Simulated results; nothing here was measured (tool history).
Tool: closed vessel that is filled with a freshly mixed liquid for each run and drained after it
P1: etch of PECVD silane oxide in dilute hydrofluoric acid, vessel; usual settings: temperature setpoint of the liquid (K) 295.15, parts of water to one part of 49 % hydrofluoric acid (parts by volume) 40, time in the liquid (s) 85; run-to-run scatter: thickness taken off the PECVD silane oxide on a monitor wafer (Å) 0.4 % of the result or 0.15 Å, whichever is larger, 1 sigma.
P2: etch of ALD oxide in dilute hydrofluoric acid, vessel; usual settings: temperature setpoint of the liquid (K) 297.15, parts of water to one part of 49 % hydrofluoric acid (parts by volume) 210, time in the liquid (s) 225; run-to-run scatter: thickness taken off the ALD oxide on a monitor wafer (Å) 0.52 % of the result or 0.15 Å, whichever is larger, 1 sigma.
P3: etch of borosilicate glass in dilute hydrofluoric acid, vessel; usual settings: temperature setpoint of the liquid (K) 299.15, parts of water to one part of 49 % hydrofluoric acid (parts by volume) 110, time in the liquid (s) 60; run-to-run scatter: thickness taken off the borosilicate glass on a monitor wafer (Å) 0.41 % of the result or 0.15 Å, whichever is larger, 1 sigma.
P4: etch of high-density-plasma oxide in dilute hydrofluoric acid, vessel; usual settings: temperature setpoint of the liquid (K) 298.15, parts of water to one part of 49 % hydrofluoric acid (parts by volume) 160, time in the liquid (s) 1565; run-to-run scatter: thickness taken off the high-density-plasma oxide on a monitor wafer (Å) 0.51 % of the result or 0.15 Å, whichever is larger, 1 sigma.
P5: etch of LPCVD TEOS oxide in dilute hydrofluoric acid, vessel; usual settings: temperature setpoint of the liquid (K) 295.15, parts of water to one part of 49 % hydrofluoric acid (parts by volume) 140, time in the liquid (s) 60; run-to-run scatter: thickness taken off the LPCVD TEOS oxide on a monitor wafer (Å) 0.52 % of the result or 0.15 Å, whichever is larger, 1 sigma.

run,day,process that ran,temperature setpoint of the liquid (K),parts of water to one part of 49 % hydrofluoric acid (parts by volume),time in the liquid (s),thickness taken off the PECVD silane oxide on a monitor wafer (Å),thickness taken off the LPCVD TEOS oxide on a monitor wafer (Å),thickness taken off the high-density-plasma oxide on a monitor wafer (Å),thickness taken off the ALD oxide on a monitor wafer (Å),thickness taken off the borosilicate glass on a monitor wafer (Å)
1,0.292,P1,295.15,40,85,354.82,,,,
2,0.588,P5,295.15,35,60,,939.57,,,
3,1.212,P1,290.15,40,85,284.53,,,,
4,1.558,P4,305.15,160,1565,,,652.72,,
5,2.133,P5,295.15,140,105,,363.8,,,
6,2.421,P1,290.15,40,45,151.44,,,,
7,2.725,P1,295.15,40,165,684.03,,,,
# day 2.796: thermometer replaced
8,3.196,P2,297.15,370,225,,,,44.202,
9,3.717,P1,295.15,40,85,351.49,,,,
10,4.025,P1,295.15,70,30,69.196,,,,
11,4.325,P4,298.15,160,635,,,202.83,,
12,4.967,P3,299.15,110,60,,,,,158.71
13,5.479,P3,299.15,30,60,,,,,649.15
14,6.046,P3,299.15,110,110,,,,,291.7
15,6.496,P1,295.15,40,85,351.1,,,,
16,6.775,P2,297.15,210,225,,,,91.855,
17,7.092,P1,295.15,55,85,250.18,,,,
18,7.583,P1,295.15,40,30,125.55,,,,
19,8,P4,298.15,160,1565,,,504.87,,
# day 8.267: hydrofluoric acid flow meter replaced
20,8.325,P3,305.15,110,60,,,,,199.78
21,8.942,P3,299.15,110,60,,,,,159.18
22,9.371,P5,290.15,140,60,,169.8,,,
23,9.783,P4,298.15,25,1565,,,3850.8,,
24,10.396,P4,298.15,160,1565,,,502.52,,
25,10.958,P1,290.15,40,30,100.28,,,,
26,11.55,P2,305.15,210,225,,,,121.55,
27,12.167,P1,295.15,20,85,727.29,,,,
28,12.688,P1,300.15,40,85,434.91,,,,
29,13.067,P1,295.15,40,85,354.28,,,,
30,13.625,P1,295.15,40,85,353.34,,,,
31,14.229,P5,295.15,140,60,,208.38,,,
32,14.571,P2,297.15,210,395,,,,161.79,
33,15.188,P5,295.15,140,60,,206.82,,,

Forecast run 34:
34,15.712,P1,295.15,40,85,?,,,,

Run 34 gave thickness taken off the PECVD silane oxide on a monitor wafer (Å) 354.06.
